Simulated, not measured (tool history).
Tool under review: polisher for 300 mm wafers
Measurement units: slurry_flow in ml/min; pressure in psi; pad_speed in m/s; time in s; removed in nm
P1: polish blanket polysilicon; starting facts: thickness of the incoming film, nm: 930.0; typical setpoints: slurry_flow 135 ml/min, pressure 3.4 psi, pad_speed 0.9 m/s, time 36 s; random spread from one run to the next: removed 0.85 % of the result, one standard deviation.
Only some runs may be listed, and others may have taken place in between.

run,hour,slurry_flow,pressure,pad_speed,time,removed
1,3.8,135,3.4,0.9,36,312.5
2,11,135,3.4,0.52,16,80.925
3,18.1,135,3.4,0.9,25,216.28
4,26.3,205,3.4,0.9,36,328.81
5,31.3,135,3.4,0.9,58,489.23
6,36.3,135,3.4,0.42,36,146
7,40.1,135,3.4,1.38,36,482.51
8,48.2,135,4.9,0.9,36,444.68
9,55.5,135,3.4,0.66,23,145.72
10,59.6,135,3.4,0.9,36,313.26
11,65.9,135,3.4,0.9,36,311.34
# hour 67.4: head pressure recalibrated
12,72.1,135,3.4,0.9,36,313.01
13,77.1,135,1.9,0.9,36,174.79
14,82.2,90,3.4,0.9,36,282.26
15,90.4,135,2,0.9,19,95.955
16,95.8,135,3.4,0.9,36,309
17,103,135,3.4,0.9,36,315.32
18,107.7,135,3.4,0.9,36,311.52
19,115.8,135,3.4,0.9,36,302.56
20,123.8,135,3.4,0.9,36,291.03
21,129.3,135,3.4,0.9,36,286.43
22,134.3,135,3.4,0.9,36,285.95
23,142,135,3.4,0.9,36,282.7

Predict the results of run 24:
# hour 150.3: head pressure recalibrated
24,150.3,135,3.4,0.9,36,?

removed: 277.78 nm

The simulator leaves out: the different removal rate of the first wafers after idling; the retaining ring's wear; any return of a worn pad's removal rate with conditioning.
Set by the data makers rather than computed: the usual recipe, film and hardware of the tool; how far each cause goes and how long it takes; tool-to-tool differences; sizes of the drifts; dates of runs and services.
